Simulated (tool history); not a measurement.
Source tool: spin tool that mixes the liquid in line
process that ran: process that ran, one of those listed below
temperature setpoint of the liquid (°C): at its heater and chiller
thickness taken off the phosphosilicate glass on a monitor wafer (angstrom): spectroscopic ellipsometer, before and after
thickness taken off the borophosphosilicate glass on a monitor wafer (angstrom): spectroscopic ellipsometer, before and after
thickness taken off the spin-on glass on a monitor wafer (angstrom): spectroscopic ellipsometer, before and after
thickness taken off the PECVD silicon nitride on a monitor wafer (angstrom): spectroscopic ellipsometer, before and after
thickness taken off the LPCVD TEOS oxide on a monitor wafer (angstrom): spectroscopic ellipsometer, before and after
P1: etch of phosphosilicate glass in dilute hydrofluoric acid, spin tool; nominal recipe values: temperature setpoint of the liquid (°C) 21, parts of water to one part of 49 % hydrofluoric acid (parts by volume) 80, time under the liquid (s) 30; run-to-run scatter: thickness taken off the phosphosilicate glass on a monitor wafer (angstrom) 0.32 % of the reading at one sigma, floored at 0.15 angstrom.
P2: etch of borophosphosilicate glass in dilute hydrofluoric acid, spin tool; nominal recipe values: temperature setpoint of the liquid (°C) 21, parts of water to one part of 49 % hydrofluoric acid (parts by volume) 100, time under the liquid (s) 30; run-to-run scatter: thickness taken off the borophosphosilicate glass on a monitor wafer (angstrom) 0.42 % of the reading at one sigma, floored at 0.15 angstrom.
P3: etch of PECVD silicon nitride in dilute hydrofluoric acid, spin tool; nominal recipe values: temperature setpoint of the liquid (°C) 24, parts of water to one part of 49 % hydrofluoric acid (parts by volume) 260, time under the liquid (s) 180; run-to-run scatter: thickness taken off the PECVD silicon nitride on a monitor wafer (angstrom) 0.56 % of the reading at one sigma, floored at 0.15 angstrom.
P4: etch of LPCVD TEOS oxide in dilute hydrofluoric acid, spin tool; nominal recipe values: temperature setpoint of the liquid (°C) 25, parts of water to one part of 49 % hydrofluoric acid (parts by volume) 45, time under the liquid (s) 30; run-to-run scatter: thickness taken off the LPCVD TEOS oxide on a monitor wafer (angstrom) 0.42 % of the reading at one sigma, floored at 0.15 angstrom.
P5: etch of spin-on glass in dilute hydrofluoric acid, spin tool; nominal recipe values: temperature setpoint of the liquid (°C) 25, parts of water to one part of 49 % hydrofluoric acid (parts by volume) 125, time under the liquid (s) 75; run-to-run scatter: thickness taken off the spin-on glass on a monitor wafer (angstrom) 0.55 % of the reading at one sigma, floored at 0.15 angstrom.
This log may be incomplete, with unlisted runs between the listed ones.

run     day  process that ran  temperature setpoint of the liquid (°C)  parts of water to one part of 49 % hydrofluoric acid (parts by volume)  time under the liquid (s)  thickness taken off the phosphosilicate glass on a monitor wafer (angstrom)  thickness taken off the borophosphosilicate glass on a monitor wafer (angstrom)  thickness taken off the spin-on glass on a monitor wafer (angstrom)  thickness taken off the PECVD silicon nitride on a monitor wafer (angstrom)  thickness taken off the LPCVD TEOS oxide on a monitor wafer (angstrom)
  1   0.338                P1                                       21                                                                      80                         30                                                                       410.97
  2   0.604                P2                                       21                                                                     100                         30                                                                                                                                                        112.25
  3   0.796                P5                                       25                                                                     125                         75                                                                                                                                                                                                                             333.97
  4   1.025                P3                                       24                                                                      95                        180                                                                                                                                                                                                                                                                                                          105.44
  5   1.383                P3                                       24                                                                     260                         25                                                                                                                                                                                                                                                                                                          5.4769
  6   1.738                P3                                     31.5                                                                     260                        180                                                                                                                                                                                                                                                                                                          60.596
  7   2.042                P1                                       25                                                                      80                         15                                                                       239.31
  8   2.279                P4                                       25                                                                      45                         55                                                                                                                                                                                                                                                                                                                                                                                  675.89
  9   2.529                P4                                       25                                                                      45                         30                                                                                                                                                                                                                                                                                                                                                                                  369.98
 10   2.908                P3                                       24                                                                     260                        180                                                                                                                                                                                                                                                                                                          38.784
 11   3.254                P1                                       21                                                                      80                         30                                                                       408.87
 12   3.646                P5                                       25                                                                      55                         75                                                                                                                                                                                                                             825.36
 13   3.846                P1                                       21                                                                      80                         15                                                                       204.42
 14   4.283                P2                                       21                                                                     100                         30                                                                                                                                                        111.24
 15   4.621                P1                                       21                                                                      80                         30                                                                       407.14
 16   4.883                P5                                     21.5                                                                     125                         75                                                                                                                                                                                                                              290.8
 17   5.096                P1                                       26                                                                      80                         30                                                                       502.04
 18   5.338                P1                                       21                                                                      80                         50                                                                       681.29
 19   5.692                P5                                       25                                                                     125                         75                                                                                                                                                                                                                             330.18
 20   5.954                P2                                       21                                                                      55                         30                                                                                                                                                        214.31
 21   6.229                P1                                       21                                                                      80                         30                                                                        407.7
 22   6.571                P4                                       17                                                                      45                         30                                                                                                                                                                                                                                                                                                                                                                                  263.29
 23   6.962                P2                                       17                                                                     100                         30                                                                                                                                                        94.771
      7.025  -- thermometer replaced
 24   7.354                P2                                       21                                                                     100                         15                                                                                                                                                        55.836
 25   7.562                P1                                       17                                                                      80                         15                                                                        173.1
 26   7.767                P1                                       21                                                                      50                         30                                                                       673.51
 27   8.183                P1                                       21                                                                     115                         30                                                                       272.83
 28    8.55                P5                                       25                                                                     125                         15                                                                                                                                                                                                                             66.019
 29   8.846                P1                                       17                                                                      80                         30                                                                       344.87
 30   9.229                P3                                       24                                                                     260                        180                                                                                                                                                                                                                                                                                                          39.049
 31   9.533                P4                                       25                                                                      20                         30                                                                                                                                                                                                                                                                                                                                                                                  855.28
 32   9.754                P1                                       21                                                                      80                         30                                                                       408.13
 33  10.162                P4                                       25                                                                      45                         30                                                                                                                                                                                                                                                                                                                                                                                  367.01
 34  10.383                P1                                       21                                                                      80                         30                                                                       409.23
 35  10.762                P1                                       21                                                                      80                         30                                                                       395.58
 36  11.142                P1                                       21                                                                      80                         30                                                                       386.75
 37  11.446                P1                                       21                                                                      80                         30                                                                       388.03
 38   11.85                P1                                       21                                                                      80                         30                                                                       384.65
 39  12.042                P1                                       21                                                                      80                         30                                                                       383.03
 40  12.304                P1                                       21                                                                      80                         30                                                                       383.39
 41  12.696                P1                                       21                                                                      80                         30                                                                       382.27

What P1 gives has crept away from where it was. These 2 causes fit the log equally well, each at the size given:
A: hydrofluoric acid flow below the setpoint (%) = 5.54
B: liquid colder than its thermometer reads (K) = 1.51
The onset of the drift is placed at about day 10.383.

Of the 4 check runs below, each run on 2 wafers with the results averaged and each result still a question mark, which one would tell the listed causes apart?
check 1  13.088                P2                                       21                                                                     100                         30                                                                                                                                                             ?
check 2  13.088                P3                                       24                                                                     260                        180                                                                                                                                                                                                                                                                                                               ?
check 3  13.088                P5                                       25                                                                     125                         75                                                                                                                                                                                                                                  ?
check 4  13.088                P4                                       25                                                                      45                         30                                                                                                                                                                                                                                                                                                                                                                                       ?

If the cause were each of the candidates in turn, the checks would give the following:
  check                                                                           result    if A    if B
check 1  thickness taken off the borophosphosilicate glass on a monitor wafer (angstrom)  105.07  105.25
check 2      thickness taken off the PECVD silicon nitride on a monitor wafer (angstrom)  36.646  35.292
check 3              thickness taken off the spin-on glass on a monitor wafer (angstrom)  310.21  312.45
check 4           thickness taken off the LPCVD TEOS oxide on a monitor wafer (angstrom)  347.03  346.46
Distance between the nearest two causes, measured in the result of the check that separates them most: check 1 0.17 %; check 2 3.77 %; check 3 0.72 %; check 4 0.17 %
The other checks would show nearly matching results whichever cause is true, so check 2 is the only one that separates the causes.

Check 2 was carried out, with these results: thickness taken off the PECVD silicon nitride on a monitor wafer (angstrom) 35.204. Which of the listed causes is responsible?

Of the candidate causes, it is B: liquid colder than its thermometer reads (K).
